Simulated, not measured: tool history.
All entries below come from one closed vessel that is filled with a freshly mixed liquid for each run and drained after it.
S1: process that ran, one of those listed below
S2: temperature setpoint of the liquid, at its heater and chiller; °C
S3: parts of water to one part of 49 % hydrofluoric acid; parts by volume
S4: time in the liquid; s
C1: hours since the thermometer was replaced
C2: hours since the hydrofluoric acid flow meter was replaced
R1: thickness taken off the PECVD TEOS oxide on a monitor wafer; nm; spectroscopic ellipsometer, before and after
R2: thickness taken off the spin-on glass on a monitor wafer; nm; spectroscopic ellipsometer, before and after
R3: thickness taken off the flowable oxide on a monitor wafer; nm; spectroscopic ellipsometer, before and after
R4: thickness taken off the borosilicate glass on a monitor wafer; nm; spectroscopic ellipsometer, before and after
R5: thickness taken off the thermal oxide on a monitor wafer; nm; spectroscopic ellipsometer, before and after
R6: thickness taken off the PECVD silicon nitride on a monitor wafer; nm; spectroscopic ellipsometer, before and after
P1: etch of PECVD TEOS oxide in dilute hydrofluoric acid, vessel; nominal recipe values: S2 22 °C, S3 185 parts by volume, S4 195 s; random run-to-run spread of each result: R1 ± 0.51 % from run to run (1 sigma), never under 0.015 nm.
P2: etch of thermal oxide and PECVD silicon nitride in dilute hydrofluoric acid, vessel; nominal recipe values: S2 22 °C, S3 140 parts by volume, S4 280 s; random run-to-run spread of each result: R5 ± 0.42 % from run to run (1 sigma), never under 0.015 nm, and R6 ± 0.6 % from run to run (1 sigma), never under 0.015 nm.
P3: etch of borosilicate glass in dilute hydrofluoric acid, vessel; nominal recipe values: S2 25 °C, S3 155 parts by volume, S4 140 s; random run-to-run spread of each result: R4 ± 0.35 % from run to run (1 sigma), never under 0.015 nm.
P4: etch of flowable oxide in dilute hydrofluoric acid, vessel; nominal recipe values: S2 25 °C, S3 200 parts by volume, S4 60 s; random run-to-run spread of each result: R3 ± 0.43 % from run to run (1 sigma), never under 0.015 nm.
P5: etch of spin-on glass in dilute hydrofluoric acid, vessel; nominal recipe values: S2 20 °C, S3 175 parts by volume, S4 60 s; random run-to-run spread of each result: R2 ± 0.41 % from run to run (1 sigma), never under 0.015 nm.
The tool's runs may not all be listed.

run   hour  S1    S2   S3   S4     C1      C2      R1      R2      R3      R4      R5      R6
  1    7.3  P1    22  185  195  224.3  1577.5  14.577
  2   15.4  P1    22  185   65  232.4  1585.6  4.8209
  3   20.8  P1    22  265  195  237.8    1591  9.3411
  4   25.4  P5    20  175   60  242.4  1595.6          17.717
  5   32.5  P4  19.5  200   60  249.5  1602.7                  8.9259
  6   39.7  P5    17  175   60  256.7  1609.9          15.826
  7   47.8  P3    25  155   70  264.8    1618                          8.0727
  8   56.1  P1    22  185  360  273.1  1626.3  26.639
  9   64.7  P1    22   85  195  281.7  1634.9  35.368
 10   71.2  P1    22  185  195  288.2  1641.4  14.465
 11   77.3  P2    22  140  280  294.3  1647.5                                  8.4462  3.6142
 12   85.9  P1    22  185  195  302.9  1656.1  14.578
 13     93  P1    22  185  195    310  1663.2  14.585
 14   98.9  P2    22  225  280  315.9  1669.1                                  4.7949  2.2288
 15  107.7  P1  27.5  185  195  324.7  1677.9  17.824
 16    113  P5    20  175   30    330  1683.2          8.9163
 17  119.8  P4    25  125   60  336.8    1690                  19.098
 18  127.7  P1    22   85  375  344.7  1697.9  68.066
 19  135.6  P1    22  185  195  352.6  1705.8  14.541
 20  141.6  P1    22  320  280  358.6  1711.8  10.594
 21  145.8  P5    20  275   60  362.8    1716          10.322
 22    151  P3    25   90  140    368  1721.2                          30.039
 23    156  P2    22  140  105    373  1726.2                                   3.161  1.3034
 24  162.9  P4    25  200   60  379.9  1733.1                  10.905
 25  168.9  P3    33  155  140  385.9  1739.1                          21.686
 26  174.6  P4    25  200   30  391.6  1744.8                  5.4871
 27  179.9  P2    22  140  280  396.9  1750.1                                  8.4543  3.5791
 28  188.7  P1    17  185  195  405.7  1758.9  11.959
 29  193.3  P2    27  140  280  410.3  1763.5                                  10.305  4.9125
 30  201.1  P3    25  155  140  418.1  1771.3                          16.162
 31  205.8  P1    22  185  195  422.8    1776  14.405
 32  209.7  P1    22  185  195  426.7  1779.9  14.986
 33  216.1  P1    22  185  195  433.1  1786.3  15.547
 34    221  P1    22  185  195    438  1791.2  15.621
 35  225.4  P1    22  185  195  442.4  1795.6  15.813

Estimate the outcome of run 36 from the log above:
 36  233.3  P1  22  185  195  450.3  1803.5   ?

R1: 15.823 nm
